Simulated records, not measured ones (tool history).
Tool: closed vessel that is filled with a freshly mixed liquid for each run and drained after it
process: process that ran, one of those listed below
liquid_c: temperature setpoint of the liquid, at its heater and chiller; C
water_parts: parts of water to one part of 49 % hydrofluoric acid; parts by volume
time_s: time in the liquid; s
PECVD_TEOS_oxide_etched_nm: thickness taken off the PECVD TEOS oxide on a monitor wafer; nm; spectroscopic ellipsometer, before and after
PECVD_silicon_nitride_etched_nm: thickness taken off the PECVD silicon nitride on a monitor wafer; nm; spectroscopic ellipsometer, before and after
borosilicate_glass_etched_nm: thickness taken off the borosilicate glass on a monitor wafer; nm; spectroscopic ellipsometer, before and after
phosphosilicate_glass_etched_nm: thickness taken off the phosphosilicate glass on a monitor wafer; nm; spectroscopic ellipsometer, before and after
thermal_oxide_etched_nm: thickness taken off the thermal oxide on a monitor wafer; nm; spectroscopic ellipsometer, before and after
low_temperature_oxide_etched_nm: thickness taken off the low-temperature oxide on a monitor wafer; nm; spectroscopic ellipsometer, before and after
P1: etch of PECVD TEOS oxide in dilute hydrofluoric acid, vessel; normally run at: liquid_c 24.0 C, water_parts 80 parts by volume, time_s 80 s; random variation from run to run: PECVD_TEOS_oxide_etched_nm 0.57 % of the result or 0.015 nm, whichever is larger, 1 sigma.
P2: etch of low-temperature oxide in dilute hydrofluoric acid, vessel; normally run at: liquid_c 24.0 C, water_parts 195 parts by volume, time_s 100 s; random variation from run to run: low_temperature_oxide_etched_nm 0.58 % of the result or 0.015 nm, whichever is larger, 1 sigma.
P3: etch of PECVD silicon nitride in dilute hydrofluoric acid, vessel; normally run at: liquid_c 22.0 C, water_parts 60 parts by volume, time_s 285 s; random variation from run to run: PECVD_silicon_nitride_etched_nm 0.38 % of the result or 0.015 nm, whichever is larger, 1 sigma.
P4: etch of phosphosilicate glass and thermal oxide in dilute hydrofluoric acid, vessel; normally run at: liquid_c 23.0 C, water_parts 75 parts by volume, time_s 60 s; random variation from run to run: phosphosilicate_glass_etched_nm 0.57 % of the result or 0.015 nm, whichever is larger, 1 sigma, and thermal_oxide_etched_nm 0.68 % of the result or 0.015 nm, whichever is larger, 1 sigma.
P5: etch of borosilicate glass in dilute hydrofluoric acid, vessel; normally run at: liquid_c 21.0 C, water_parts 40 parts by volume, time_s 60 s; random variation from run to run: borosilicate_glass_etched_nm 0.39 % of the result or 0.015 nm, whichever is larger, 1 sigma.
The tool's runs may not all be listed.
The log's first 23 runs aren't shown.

run     day  process  liquid_c  water_parts  time_s  hours since the thermometer was replaced  hours since the hydrofluoric acid flow meter was replaced  PECVD_TEOS_oxide_etched_nm  PECVD_silicon_nitride_etched_nm  borosilicate_glass_etched_nm  phosphosilicate_glass_etched_nm  thermal_oxide_etched_nm  low_temperature_oxide_etched_nm
 24  12.758       P5      17.0           40      60                                    1345.5                                                      931.1                                                                                     32.054
 25  13.192       P4      23.0           75      60                                    1355.9                                                      941.5                                                                                                                      61.248                   3.6910
 26  13.717       P1      24.0           80      80                                    1368.5                                                      954.1                     10.6240
 27  14.100       P1      24.0           80      80                                    1377.7                                                      963.3                     10.6850
 28  14.442       P4      29.5           75      60                                    1385.9                                                      971.5                                                                                                                      79.786                   4.8092
 29  15.150       P5      21.0           40      60                                    1402.9                                                      988.5                                                                                     38.316
 30  15.883       P4      23.0          130      60                                    1420.5                                                     1006.1                                                                                                                      33.390                   2.0169
 31  16.346       P1      24.0           80      80                                    1431.6                                                     1017.2                     10.6240
 32  16.738       P1      24.0           80      80                                    1441.0                                                     1026.6                     10.7720
 33  17.162       P1      24.0           80      80                                    1451.2                                                     1036.8                     10.8180
 34  17.600       P1      24.0           80      80                                    1461.7                                                     1047.3                     10.9940

Forecast run 35:
 35  18.054       P1      24.0           80      80                                    1472.6                                                     1058.2                           ?

PECVD_TEOS_oxide_etched_nm: 11.0740 nm

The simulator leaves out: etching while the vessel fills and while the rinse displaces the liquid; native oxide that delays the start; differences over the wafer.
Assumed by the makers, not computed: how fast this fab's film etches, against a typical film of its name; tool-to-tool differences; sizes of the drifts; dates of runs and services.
